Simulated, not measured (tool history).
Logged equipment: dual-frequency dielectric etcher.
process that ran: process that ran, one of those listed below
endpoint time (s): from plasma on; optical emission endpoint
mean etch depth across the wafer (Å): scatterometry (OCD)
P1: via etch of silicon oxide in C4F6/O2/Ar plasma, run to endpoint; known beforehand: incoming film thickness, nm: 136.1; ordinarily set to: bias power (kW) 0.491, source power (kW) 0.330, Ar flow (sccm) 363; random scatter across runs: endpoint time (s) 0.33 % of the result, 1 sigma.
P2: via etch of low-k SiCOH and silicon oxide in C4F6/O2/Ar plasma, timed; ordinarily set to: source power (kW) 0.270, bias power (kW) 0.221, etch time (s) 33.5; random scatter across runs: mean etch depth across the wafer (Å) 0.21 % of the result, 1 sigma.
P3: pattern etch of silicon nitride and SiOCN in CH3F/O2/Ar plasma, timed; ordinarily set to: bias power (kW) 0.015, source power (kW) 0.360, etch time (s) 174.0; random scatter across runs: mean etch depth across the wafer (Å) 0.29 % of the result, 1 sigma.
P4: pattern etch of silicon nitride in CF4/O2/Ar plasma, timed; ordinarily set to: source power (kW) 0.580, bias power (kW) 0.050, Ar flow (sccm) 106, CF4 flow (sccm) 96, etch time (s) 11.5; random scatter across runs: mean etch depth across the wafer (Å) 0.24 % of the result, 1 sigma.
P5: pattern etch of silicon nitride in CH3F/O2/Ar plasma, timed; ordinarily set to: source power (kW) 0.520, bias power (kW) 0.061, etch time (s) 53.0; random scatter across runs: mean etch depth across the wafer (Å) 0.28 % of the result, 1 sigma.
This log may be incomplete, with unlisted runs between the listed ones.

| run | hour | process that ran | bias power (kW) | source power (kW) | Ar flow (sccm) | etch time (s) | CF4 flow (sccm) | hours since the last wet clean | hours since the last bias power generator calibration | hours since the last source power generator calibration | hours since the last Ar flow controller change | endpoint time (s) | mean etch depth across the wafer (Å) |
|---|---|---|---|---|---|---|---|---|---|---|---|---|---|
| 1 | 10.7 | P1 | 0.491 | 0.330 | 363 |  |  | 202.5 | 2272.9 | 1585.1 | 2546.5 | 32.513 |  |
| 2 | 18.2 | P2 | 0.221 | 0.340 |  | 33.5 |  | 210.0 | 2280.4 | 1592.6 | 2554.0 |  | 840.28 |
| 3 | 34.0 | P1 | 0.491 | 0.330 | 475 |  |  | 225.8 | 2296.2 | 1608.4 | 2569.8 | 33.410 |  |
| 4 | 48.9 | P3 | 0.015 | 0.360 |  | 174.0 |  | 240.7 | 2311.1 | 1623.3 | 2584.7 |  | 192.36 |
| 5 | 60.0 | P1 | 0.685 | 0.330 | 363 |  |  | 251.8 | 2322.2 | 1634.4 | 2595.8 | 28.672 |  |
| 6 | 74.3 | P2 | 0.221 | 0.270 |  | 25.5 |  | 266.1 | 2336.5 | 1648.7 | 2610.1 |  | 585.44 |
| 7 | 82.2 | P1 | 0.491 | 0.330 | 283 |  |  | 274.0 | 2344.4 | 1656.6 | 2618.0 | 31.640 |  |
| 8 | 96.8 | P4 | 0.065 | 0.580 | 106 | 11.5 | 96 | 288.6 | 2359.0 | 1671.2 | 2632.6 |  | 279.25 |
| 9 | 112.6 | P5 | 0.061 | 0.520 |  | 53.0 |  | 304.4 | 2374.8 | 1687.0 | 2648.4 |  | 381.76 |
| 10 | 120.9 | P4 | 0.050 | 0.580 | 106 | 7.0 | 96 | 312.7 | 2383.1 | 1695.3 | 2656.7 |  | 152.88 |
| 11 | 136.4 | P3 | 0.015 | 0.270 |  | 174.0 |  | 328.2 | 2398.6 | 1710.8 | 2672.2 |  | 173.54 |
| 12 | 151.7 | P3 | 0.015 | 0.360 |  | 125.5 |  | 343.5 | 2413.9 | 1726.1 | 2687.5 |  | 139.32 |
| 13 | 163.0 | P1 | 0.491 | 0.330 | 363 |  |  | 354.8 | 2425.2 | 1737.4 | 2698.8 | 32.458 |  |
| 14 | 173.3 | P4 | 0.050 | 0.780 | 106 | 11.5 | 96 | 365.1 | 2435.5 | 1747.7 | 2709.1 |  | 326.86 |
| 15 | 183.9 | P1 | 0.491 | 0.330 | 363 |  |  | 375.7 | 2446.1 | 1758.3 | 2719.7 | 32.383 |  |
| 16 | 191.2 | P4 | 0.050 | 0.580 | 106 | 11.5 | 96 | 383.0 | 2453.4 | 1765.6 | 2727.0 |  | 250.91 |
| 17 | 204.5 | P5 | 0.061 | 0.520 |  | 31.0 |  | 396.3 | 2466.7 | 1778.9 | 2740.3 |  | 222.66 |
| 18 | 212.0 | P4 | 0.050 | 0.580 | 78 | 11.5 | 96 | 403.8 | 2474.2 | 1786.4 | 2747.8 |  | 262.49 |
| 19 | 224.9 | P1 | 0.491 | 0.250 | 363 |  |  | 416.7 | 2487.1 | 1799.3 | 2760.7 | 36.039 |  |
|  | 229.6 | source power generator calibrated |
| 20 | 236.6 | P2 | 0.281 | 0.270 |  | 33.5 |  | 428.4 | 2498.8 | 7.1 | 2772.4 |  | 835.81 |
| 21 | 250.6 | P4 | 0.050 | 0.580 | 106 | 11.5 | 96 | 442.4 | 2512.8 | 21.1 | 2786.4 |  | 252.20 |
| 22 | 259.3 | P1 | 0.647 | 0.330 | 461 |  |  | 451.1 | 2521.5 | 29.8 | 2795.1 | 29.963 |  |
| 23 | 269.6 | P3 | 0.009 | 0.360 |  | 174.0 |  | 461.4 | 2531.8 | 40.1 | 2805.4 |  | 159.48 |
| 24 | 277.0 | P1 | 0.363 | 0.330 | 363 |  |  | 468.8 | 2539.2 | 47.5 | 2812.8 | 36.291 |  |
| 25 | 289.5 | P1 | 0.491 | 0.460 | 363 |  |  | 481.3 | 2551.7 | 60.0 | 2825.3 | 28.751 |  |
| 26 | 300.1 | P2 | 0.221 | 0.270 |  | 33.5 |  | 491.9 | 2562.3 | 70.6 | 2835.9 |  | 768.87 |
| 27 | 309.5 | P1 | 0.491 | 0.330 | 363 |  |  | 501.3 | 2571.7 | 80.0 | 2845.3 | 32.282 |  |
| 28 | 319.9 | P5 | 0.037 | 0.520 |  | 53.0 |  | 511.7 | 2582.1 | 90.4 | 2855.7 |  | 327.44 |
| 29 | 335.7 | P5 | 0.061 | 0.360 |  | 53.0 |  | 527.5 | 2597.9 | 106.2 | 2871.5 |  | 329.43 |
| 30 | 348.0 | P4 | 0.050 | 0.580 | 106 | 11.5 | 118 | 539.8 | 2610.2 | 118.5 | 2883.8 |  | 256.75 |
| 31 | 359.5 | P1 | 0.491 | 0.330 | 363 |  |  | 551.3 | 2621.7 | 130.0 | 2895.3 | 32.420 |  |
| 32 | 366.7 | P1 | 0.491 | 0.330 | 363 |  |  | 558.5 | 2628.9 | 137.2 | 2902.5 | 32.352 |  |
| 33 | 375.5 | P1 | 0.491 | 0.330 | 363 |  |  | 567.3 | 2637.7 | 146.0 | 2911.3 | 32.427 |  |
| 34 | 387.1 | P1 | 0.491 | 0.330 | 363 |  |  | 578.9 | 2649.3 | 157.6 | 2922.9 | 32.253 |  |
| 35 | 400.0 | P1 | 0.491 | 0.330 | 363 |  |  | 591.8 | 2662.2 | 170.5 | 2935.8 | 32.081 |  |
| 36 | 407.9 | P1 | 0.491 | 0.330 | 363 |  |  | 599.7 | 2670.1 | 178.4 | 2943.7 | 32.093 |  |
|  | 416.6 | Ar flow controller replaced |
| 37 | 422.4 | P1 | 0.491 | 0.330 | 363 |  |  | 614.2 | 2684.6 | 192.9 | 5.9 | 31.882 |  |
| 38 | 431.1 | P1 | 0.491 | 0.330 | 363 |  |  | 622.9 | 2693.3 | 201.6 | 14.6 | 31.896 |  |
|  | 441.9 | wet clean of the chamber |
| 39 | 446.8 | P1 | 0.491 | 0.330 | 363 |  |  | 5.0 | 2709.0 | 217.3 | 30.3 | 32.081 |  |
| 40 | 459.5 | P1 | 0.491 | 0.330 | 363 |  |  | 17.7 | 2721.7 | 230.0 | 43.0 | 31.933 |  |
| 41 | 474.9 | P1 | 0.491 | 0.330 | 363 |  |  | 33.1 | 2737.1 | 245.4 | 58.4 | 31.938 |  |

Compared with where it was, what P1 gives has crept away. Each cause listed below fits the log as well as the rest, at the size given for it:
A: source power that arrives over what is set, % = 4.56
B: bias power that arrives over what is set, % = 4.45
Onset of the creep was near hour 359.5.
All other causes, with the reason each is excluded:
chamber walls in a state that raises the etch rate, %: its service at hour 441.9 followed the start of the drift and did not put the process back to its old value
Ar flow that arrives under what is set, %: its service at hour 416.6 followed the start of the drift and did not put the process back to its old value

Below are 4 check runs, each on a single wafer, with their results shown as question marks. Which of them would tell the listed causes apart, meaning the causes would give clearly different results under it?
| check 1 | 490.3 | P2 | 0.221 | 0.270 |  | 33.5 |  |  |  |  |  |  | ? |
| check 2 | 490.3 | P5 | 0.061 | 0.520 |  | 53.0 |  |  |  |  |  |  | ? |
| check 3 | 490.3 | P3 | 0.015 | 0.360 |  | 174.0 |  |  |  |  |  |  | ? |
| check 4 | 490.3 | P4 | 0.050 | 0.580 | 106 | 11.5 | 96 |  |  |  |  |  | ? |

How each check would come out, cause by cause:
| check | result | if A | if B |
|---|---|---|---|
| check 1 | mean etch depth across the wafer (Å) | 780.74 | 779.00 |
| check 2 | mean etch depth across the wafer (Å) | 388.46 | 387.24 |
| check 3 | mean etch depth across the wafer (Å) | 195.61 | 195.99 |
| check 4 | mean etch depth across the wafer (Å) | 261.80 | 255.98 |
Per-check spread between the two closest causes, in the result where they differ most: check 1 0.22 %; check 2 0.31 %; check 3 0.19 %; check 4 2.25 %
Only check 4 tells the causes apart: in the others they would give nearly the same result.

Here is what check 4 returned: mean etch depth across the wafer (Å) 256.43. Which cause is it?

The correct cause is B, namely: bias power that arrives over what is set, %.
